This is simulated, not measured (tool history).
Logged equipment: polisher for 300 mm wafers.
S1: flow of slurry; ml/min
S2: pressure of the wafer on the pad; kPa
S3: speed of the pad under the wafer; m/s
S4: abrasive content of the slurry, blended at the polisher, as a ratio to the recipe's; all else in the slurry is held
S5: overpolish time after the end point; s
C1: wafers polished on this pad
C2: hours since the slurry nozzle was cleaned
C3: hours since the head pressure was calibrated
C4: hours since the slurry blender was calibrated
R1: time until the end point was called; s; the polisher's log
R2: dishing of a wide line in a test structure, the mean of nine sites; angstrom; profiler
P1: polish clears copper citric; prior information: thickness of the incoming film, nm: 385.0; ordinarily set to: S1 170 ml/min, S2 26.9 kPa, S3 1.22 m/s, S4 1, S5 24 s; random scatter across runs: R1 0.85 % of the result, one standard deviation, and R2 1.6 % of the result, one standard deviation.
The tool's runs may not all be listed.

| run | hour | S1 | S2 | S3 | S4 | S5 | C1 | C2 | C3 | C4 | R1 | R2 |
|---|---|---|---|---|---|---|---|---|---|---|---|---|
| 1 | 10.5 | 170 | 26.9 | 1.22 | 1 | 24 | 486 | 221.4 | 842.9 | 87.9 | 127.73 | 458.3 |
| 2 | 24.3 | 170 | 26.9 | 1.76 | 1 | 24 | 601 | 235.2 | 856.7 | 101.7 | 87.75 | 603.41 |
| 3 | 37.8 | 170 | 26.9 | 1.22 | 1 | 45 | 715 | 248.7 | 870.2 | 115.2 | 126.31 | 712.82 |
| 4 | 47.8 | 170 | 26.9 | 1.22 | 1 | 24 | 799 | 258.7 | 880.2 | 125.2 | 127.26 | 463.49 |
| 5 | 59.2 | 170 | 26.9 | 1.22 | 0.7 | 24 | 894 | 270.1 | 891.6 | 136.6 | 136.34 | 425.81 |
| 6 | 70.3 | 170 | 40.7 | 1.22 | 1 | 24 | 988 | 281.2 | 902.7 | 147.7 | 84.351 | 642.3 |
| 7 | 78.5 | 170 | 13.1 | 1.22 | 1 | 7 | 1056 | 289.4 | 910.9 | 155.9 | 259.24 | 79.677 |
| 8 | 85 | 170 | 26.9 | 0.64 | 1 | 24 | 1111 | 295.9 | 917.4 | 162.4 | 239.17 | 268.3 |
| 9 | 95 | 170 | 15.9 | 1.22 | 1 | 24 | 1195 | 305.9 | 927.4 | 172.4 | 211.49 | 296.06 |
| 10 | 105.5 | 240 | 26.9 | 1.22 | 1 | 24 | 1283 | 316.4 | 937.9 | 182.9 | 121.5 | 463.84 |
| 11 | 117.3 | 220 | 26.9 | 1.22 | 0.55 | 24 | 1382 | 328.2 | 949.7 | 194.7 | 137.07 | 434.39 |
| 12 | 124.1 | 100 | 26.9 | 1.22 | 1 | 24 | 1439 | 335 | 956.5 | 201.5 | 141.21 | 429.6 |
| 13 | 136.1 | 170 | 26.9 | 1.22 | 1 | 7 | 1540 | 347 | 968.5 | 213.5 | 126.58 | 155.3 |
|  | 146 | slurry blender recalibrated |
| 14 | 148.8 | 170 | 26.9 | 1.22 | 1 | 24 | 1646 | 359.7 | 981.2 | 2.8 | 128.06 | 467.46 |
| 15 | 162.8 | 170 | 26.9 | 1.22 | 1.25 | 24 | 1764 | 373.7 | 995.2 | 16.8 | 120.71 | 480.16 |
| 16 | 174.1 | 170 | 26.9 | 1.22 | 1 | 24 | 1859 | 385 | 1006.5 | 28.1 | 127.22 | 453.94 |
| 17 | 183.3 | 255 | 17.2 | 1.22 | 1 | 24 | 1936 | 394.2 | 1015.7 | 37.3 | 184.99 | 320.83 |
| 18 | 193.8 | 170 | 26.9 | 1.22 | 1 | 24 | 2024 | 404.7 | 1026.2 | 47.8 | 127.43 | 462.9 |
| 19 | 206.1 | 170 | 26.9 | 1.22 | 1 | 24 | 2127 | 417 | 1038.5 | 60.1 | 131.15 | 444.36 |
| 20 | 217.7 | 170 | 26.9 | 1.22 | 1 | 24 | 2225 | 428.6 | 1050.1 | 71.7 | 132.28 | 444.11 |
| 21 | 229.6 | 170 | 26.9 | 1.22 | 1 | 24 | 2325 | 440.5 | 1062 | 83.6 | 135.38 | 434.04 |
|  | 234.6 | worn pad replaced by a new one |
| 22 | 238.4 | 170 | 26.9 | 1.22 | 1 | 24 | 32 | 449.3 | 1070.8 | 92.4 | 133.9 | 436.18 |
| 23 | 248.3 | 170 | 26.9 | 1.22 | 1 | 24 | 115 | 459.2 | 1080.7 | 102.3 | 135.32 | 435.19 |

The next listed run, before its measurement:
| 24 | 259 | 170 | 26.9 | 1.22 | 1 | 24 | 205 | 469.9 | 1091.4 | 113 | ? | ? |

{"run 24": {"R1": 135.74, "R2": 420.37}}

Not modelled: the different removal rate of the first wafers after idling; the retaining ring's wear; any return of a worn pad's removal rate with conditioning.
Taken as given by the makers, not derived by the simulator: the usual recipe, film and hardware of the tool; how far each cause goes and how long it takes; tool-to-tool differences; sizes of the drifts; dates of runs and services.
